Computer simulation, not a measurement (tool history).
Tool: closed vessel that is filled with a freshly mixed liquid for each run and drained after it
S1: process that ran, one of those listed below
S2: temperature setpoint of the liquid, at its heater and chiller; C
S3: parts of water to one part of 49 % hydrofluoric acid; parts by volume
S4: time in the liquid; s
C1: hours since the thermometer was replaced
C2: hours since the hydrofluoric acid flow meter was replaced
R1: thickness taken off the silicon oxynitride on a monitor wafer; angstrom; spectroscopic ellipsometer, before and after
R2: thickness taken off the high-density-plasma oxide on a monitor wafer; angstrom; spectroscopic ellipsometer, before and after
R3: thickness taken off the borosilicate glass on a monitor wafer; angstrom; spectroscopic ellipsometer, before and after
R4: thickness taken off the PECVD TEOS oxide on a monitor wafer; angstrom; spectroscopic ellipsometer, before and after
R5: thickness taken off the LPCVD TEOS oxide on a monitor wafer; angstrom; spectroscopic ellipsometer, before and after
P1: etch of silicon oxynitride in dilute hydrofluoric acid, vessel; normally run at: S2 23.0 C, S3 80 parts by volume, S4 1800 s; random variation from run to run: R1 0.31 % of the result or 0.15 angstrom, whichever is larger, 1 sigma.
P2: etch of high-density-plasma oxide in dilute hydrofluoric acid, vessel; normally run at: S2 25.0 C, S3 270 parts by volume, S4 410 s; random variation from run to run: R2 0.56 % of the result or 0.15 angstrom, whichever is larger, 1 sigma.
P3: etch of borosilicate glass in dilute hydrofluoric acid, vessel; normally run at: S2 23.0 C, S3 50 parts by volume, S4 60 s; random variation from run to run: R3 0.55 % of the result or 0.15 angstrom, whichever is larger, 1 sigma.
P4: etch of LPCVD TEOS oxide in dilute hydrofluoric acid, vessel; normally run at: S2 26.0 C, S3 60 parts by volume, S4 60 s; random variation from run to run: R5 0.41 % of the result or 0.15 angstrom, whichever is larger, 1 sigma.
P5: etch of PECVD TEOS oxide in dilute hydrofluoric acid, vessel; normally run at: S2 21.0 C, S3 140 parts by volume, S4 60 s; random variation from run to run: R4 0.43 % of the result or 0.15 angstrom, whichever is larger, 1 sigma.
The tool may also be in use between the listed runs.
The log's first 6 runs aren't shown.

| run | day | S1 | S2 | S3 | S4 | C1 | C2 | R1 | R2 | R3 | R4 | R5 |
|---|---|---|---|---|---|---|---|---|---|---|---|---|
| 7 | 3.917 | P1 | 27.0 | 20 | 1800 | 481.9 | 665.4 | 1572.10 |  |  |  |  |
| 8 | 4.496 | P1 | 23.0 | 80 | 1800 | 495.8 | 679.3 | 310.32 |  |  |  |  |
| 9 | 4.942 | P3 | 17.0 | 50 | 60 | 506.5 | 690.0 |  |  | 308.56 |  |  |
| 10 | 5.717 | P2 | 25.0 | 270 | 410 | 525.1 | 708.6 |  | 67.277 |  |  |  |
| 11 | 6.371 | P1 | 30.5 | 135 | 1800 | 540.8 | 724.3 | 245.77 |  |  |  |  |
| 12 | 6.788 | P5 | 21.0 | 140 | 120 | 550.8 | 734.3 |  |  |  | 169.000 |  |
| 13 | 7.417 | P4 | 26.0 | 60 | 105 | 565.9 | 749.4 |  |  |  |  | 477.18 |
| 14 | 7.800 | P1 | 23.0 | 80 | 1800 | 575.1 | 758.6 | 308.88 |  |  |  |  |
| 15 | 8.483 | P4 | 26.0 | 20 | 60 | 591.5 | 775.0 |  |  |  |  | 864.58 |
| 16 | 9.242 | P3 | 23.0 | 50 | 60 | 609.7 | 793.2 |  |  | 398.32 |  |  |
| 17 | 9.867 | P2 | 25.0 | 270 | 70 | 624.7 | 808.2 |  | 11.398 |  |  |  |
| 18 | 10.300 | P4 | 18.0 | 60 | 60 | 635.1 | 818.6 |  |  |  |  | 198.39 |
| 19 | 10.767 | P5 | 21.0 | 140 | 60 | 646.3 | 829.8 |  |  |  | 83.348 |  |
| 20 | 11.454 | P1 | 28.0 | 20 | 1800 | 662.8 | 846.3 | 1651.00 |  |  |  |  |
| 21 | 11.842 | P1 | 23.0 | 80 | 615 | 672.1 | 855.6 | 105.40 |  |  |  |  |
| 22 | 12.633 | P1 | 23.0 | 25 | 1800 | 691.1 | 874.6 | 1032.20 |  |  |  |  |
| 23 | 13.392 | P3 | 23.0 | 50 | 30 | 709.3 | 892.8 |  |  | 200.49 |  |  |
| 24 | 13.904 | P1 | 23.0 | 80 | 3435 | 721.6 | 905.1 | 593.37 |  |  |  |  |
| 25 | 14.400 | P5 | 21.0 | 40 | 60 | 733.5 | 917.0 |  |  |  | 330.420 |  |
| 26 | 14.838 | P2 | 17.0 | 270 | 410 | 744.0 | 927.5 |  | 49.462 |  |  |  |
| 27 | 15.529 | P3 | 23.0 | 50 | 60 | 760.6 | 944.1 |  |  | 397.14 |  |  |
| 28 | 16.300 | P3 | 23.0 | 20 | 60 | 779.1 | 962.6 |  |  | 1025.90 |  |  |

The next listed run, before its measurement:
| 29 | 17.083 | P4 | 26.0 | 60 | 60 | 797.9 | 981.4 |  |  |  |  | ? |

Run 29 gave R5 275.00 angstrom.

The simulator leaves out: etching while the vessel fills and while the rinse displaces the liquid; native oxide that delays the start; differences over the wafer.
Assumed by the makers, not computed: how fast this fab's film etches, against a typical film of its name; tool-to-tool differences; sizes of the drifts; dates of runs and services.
